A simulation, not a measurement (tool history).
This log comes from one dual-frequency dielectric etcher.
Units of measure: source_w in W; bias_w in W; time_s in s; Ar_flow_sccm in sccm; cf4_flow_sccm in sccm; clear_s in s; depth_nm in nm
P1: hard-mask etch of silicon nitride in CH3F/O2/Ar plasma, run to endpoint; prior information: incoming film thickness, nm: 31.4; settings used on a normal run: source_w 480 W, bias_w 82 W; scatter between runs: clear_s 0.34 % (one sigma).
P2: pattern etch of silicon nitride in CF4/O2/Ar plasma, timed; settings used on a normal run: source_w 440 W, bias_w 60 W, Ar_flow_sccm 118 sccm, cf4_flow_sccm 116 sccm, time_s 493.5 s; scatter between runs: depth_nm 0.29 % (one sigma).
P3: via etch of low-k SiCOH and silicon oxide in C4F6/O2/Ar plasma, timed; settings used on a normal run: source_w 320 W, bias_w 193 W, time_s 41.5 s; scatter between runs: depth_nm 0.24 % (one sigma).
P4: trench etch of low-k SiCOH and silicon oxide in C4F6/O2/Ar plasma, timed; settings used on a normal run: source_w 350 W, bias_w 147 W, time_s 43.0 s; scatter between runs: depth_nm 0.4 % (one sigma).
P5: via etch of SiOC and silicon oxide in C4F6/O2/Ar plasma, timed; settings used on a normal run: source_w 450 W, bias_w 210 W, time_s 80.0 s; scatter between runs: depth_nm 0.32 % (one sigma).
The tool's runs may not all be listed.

run   hour  process  source_w  bias_w  time_s  Ar_flow_sccm  cf4_flow_sccm  hours since the last wet clean  hours since the last source power generator calibration  hours since the last bias power generator calibration  clear_s  depth_nm
  1   10.2       P1       480      82                                                                427.5                                                   2386.1                                                  232.1   40.740
  2   21.7       P3       320     271    41.5                                                        439.0                                                   2397.6                                                  243.6            113.950
  3   29.1       P2       440      60   722.0           118            116                           446.4                                                   2405.0                                                  251.0           1311.700
  4   40.9       P5       450     210    44.0                                                        458.2                                                   2416.8                                                  262.8             54.692
  5   50.9       P1       480      82                                                                468.2                                                   2426.8                                                  272.8   40.835
  6   59.7       P4       350     147    23.5                                                        477.0                                                   2435.6                                                  281.6             67.352
  7   67.6       P1       480      82                                                                484.9                                                   2443.5                                                  289.5   40.855
  8   79.5       P1       480      63                                                                496.8                                                   2455.4                                                  301.4   44.799
  9   86.7       P1       480     104                                                                504.0                                                   2462.6                                                  308.6   37.402
 10   97.9       P3       430     193    41.5                                                        515.2                                                   2473.8                                                  319.8            114.130
 11  111.3       P1       300      96                                                                528.6                                                   2487.2                                                  333.2   46.262
 12  120.7       P2       440      60   493.5           118            116                           538.0                                                   2496.6                                                  342.6            896.190
 13  130.0       P1       370      57                                                                547.3                                                   2505.9                                                  351.9   51.146
 14  141.0       P2       440      60   493.5           118             82                           558.3                                                   2516.9                                                  362.9            860.490
 15  150.2       P4       350     147    43.0                                                        567.5                                                   2526.1                                                  372.1            123.690
 16  161.5       P1       480      82                                                                578.8                                                   2537.4                                                  383.4   41.087
 17  168.8       P2       440      43   493.5           118            116                           586.1                                                   2544.7                                                  390.7            786.830
 18  180.4       P3       320     193    41.5                                                        597.7                                                   2556.3                                                  402.3            101.810
 19  193.3       P2       440      60   493.5           118            116                           610.6                                                   2569.2                                                  415.2            895.480
 20  200.4       P5       300     210    80.0                                                        617.7                                                   2576.3                                                  422.3             85.003
 21  213.5       P1       480      82                                                                630.8                                                   2589.4                                                  435.4   40.671
 22  220.0       P3       320     193    23.5                                                        637.3                                                   2595.9                                                  441.9             57.638
 23  226.8       P5       450     141    80.0                                                        644.1                                                   2602.7                                                  448.7             87.615
 24  234.8       P1       290      82                                                                652.1                                                   2610.7                                                  456.7   49.457
 25  242.3       P1       480      82                                                                659.6                                                   2618.2                                                  464.2   40.892
 26  254.6       P5       450     210    80.0                                                        671.9                                                   2630.5                                                  476.5             98.819
 27  261.0       P4       350     115    43.0                                                        678.3                                                   2636.9                                                  482.9            114.980
 28  272.9       P2       440      60   493.5           159            116                           690.2                                                   2648.8                                                  494.8            866.840
 29  278.8       P5       450     210    80.0                                                        696.1                                                   2654.7                                                  500.7             99.528
 30  289.7       P4       210     147    43.0                                                        707.0                                                   2665.6                                                  511.6            101.150
 31  298.6       P2       610      60   493.5           118            116                           715.9                                                   2674.5                                                  520.5           1185.500
 32  311.7       P1       480      82                                                                729.0                                                   2687.6                                                  533.6   40.903
 33  320.5       P1       650      82                                                                737.8                                                   2696.4                                                  542.4   36.175
 34  328.9       P1       480      82                                                                746.2                                                   2704.8                                                  550.8   41.209
 35  340.0       P1       480      82                                                                757.3                                                   2715.9                                                  561.9   40.787

Run 36 is up next; what results do you expect?
 36  348.1       P1       480      82                                                                765.4                                                   2724.0                                                  570.0        ?

{"run 36": {"clear_s": 40.551}}
